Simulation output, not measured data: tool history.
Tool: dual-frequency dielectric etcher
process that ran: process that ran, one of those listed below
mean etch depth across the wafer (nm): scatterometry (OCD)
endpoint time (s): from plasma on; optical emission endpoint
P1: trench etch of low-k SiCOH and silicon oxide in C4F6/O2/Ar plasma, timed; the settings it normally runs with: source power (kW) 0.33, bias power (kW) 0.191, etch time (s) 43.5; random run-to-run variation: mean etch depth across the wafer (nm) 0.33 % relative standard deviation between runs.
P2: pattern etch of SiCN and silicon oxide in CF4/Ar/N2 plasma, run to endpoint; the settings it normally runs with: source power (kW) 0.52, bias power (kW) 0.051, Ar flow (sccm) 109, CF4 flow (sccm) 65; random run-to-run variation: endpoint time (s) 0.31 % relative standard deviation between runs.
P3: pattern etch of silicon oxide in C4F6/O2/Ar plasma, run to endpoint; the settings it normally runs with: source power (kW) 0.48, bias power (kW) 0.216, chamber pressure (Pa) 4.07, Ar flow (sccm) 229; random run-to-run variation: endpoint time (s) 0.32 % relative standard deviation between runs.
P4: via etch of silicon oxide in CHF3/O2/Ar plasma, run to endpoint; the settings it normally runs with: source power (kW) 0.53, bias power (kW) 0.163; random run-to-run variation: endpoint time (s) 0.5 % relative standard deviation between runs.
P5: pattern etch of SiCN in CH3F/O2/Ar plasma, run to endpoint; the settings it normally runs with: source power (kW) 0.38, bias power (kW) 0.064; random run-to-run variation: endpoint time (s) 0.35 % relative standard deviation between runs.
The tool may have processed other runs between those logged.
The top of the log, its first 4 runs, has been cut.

run,hour,process that ran,source power (kW),bias power (kW),etch time (s),chamber pressure (Pa),Ar flow (sccm),CF4 flow (sccm),hours since the last wet clean,hours since the last source power generator calibration,hours since the last bias power generator calibration,mean etch depth across the wafer (nm),endpoint time (s)
5,37,P4,0.53,0.219,,,,,105.1,1964.3,997.6,,403.58
6,44.6,P2,0.52,0.051,,,109,49,112.7,1971.9,1005.2,,13.798
7,50.6,P1,0.33,0.118,43.5,,,,118.7,1977.9,1011.2,109.74,
8,57.9,P1,0.33,0.191,24,,,,126,1985.2,1018.5,70.2,
9,62.5,P1,0.33,0.191,43.5,,,,130.6,1989.8,1023.1,127.16,
10,67.9,P3,0.48,0.216,,4.07,229,,136,1995.2,1028.5,,13.502
11,75.5,P3,0.48,0.216,,4.07,290,,143.6,2002.8,1036.1,,13.867
12,85,P1,0.33,0.148,25.5,,,,153.1,2012.3,1045.6,68.545,
13,93.7,P5,0.21,0.064,,,,,161.8,2021,1054.3,,39.326
14,101.2,P1,0.33,0.191,43.5,,,,169.3,2028.5,1061.8,126.56,
15,110.8,P1,0.33,0.191,64.5,,,,178.9,2038.1,1071.4,188.43,
16,120.9,P2,0.52,0.051,,,72,65,189,2048.2,1081.5,,12.221
17,130.8,P1,0.33,0.191,43.5,,,,198.9,2058.1,1091.4,126.77,
18,136.8,P1,0.33,0.191,43.5,,,,204.9,2064.1,1097.4,127.3,
19,146.9,P3,0.48,0.216,,4.93,229,,215,2074.2,1107.5,,13.763
20,155.7,P2,0.52,0.051,,,109,65,223.8,2083,1116.3,,13.145
21,161.8,P1,0.46,0.191,43.5,,,,229.9,2089.1,1122.4,143.94,
22,171.8,P4,0.75,0.163,,,,,239.9,2099.1,1132.4,,387.92
23,177.4,P5,0.38,0.064,,,,,245.5,2104.7,1138,,31.487
24,185.6,P1,0.33,0.266,43.5,,,,253.7,2112.9,1146.2,141.87,
25,190.3,P1,0.33,0.191,43.5,,,,258.4,2117.6,1150.9,126.97,
26,196.9,P2,0.52,0.051,,,109,65,265,2124.2,1157.5,,13.114

Run 27 comes next. What will it give?
27,203.8,P3,0.36,0.216,,4.07,229,,271.9,2131.1,1164.4,,?

Run 27 produced endpoint time (s) 14.998.

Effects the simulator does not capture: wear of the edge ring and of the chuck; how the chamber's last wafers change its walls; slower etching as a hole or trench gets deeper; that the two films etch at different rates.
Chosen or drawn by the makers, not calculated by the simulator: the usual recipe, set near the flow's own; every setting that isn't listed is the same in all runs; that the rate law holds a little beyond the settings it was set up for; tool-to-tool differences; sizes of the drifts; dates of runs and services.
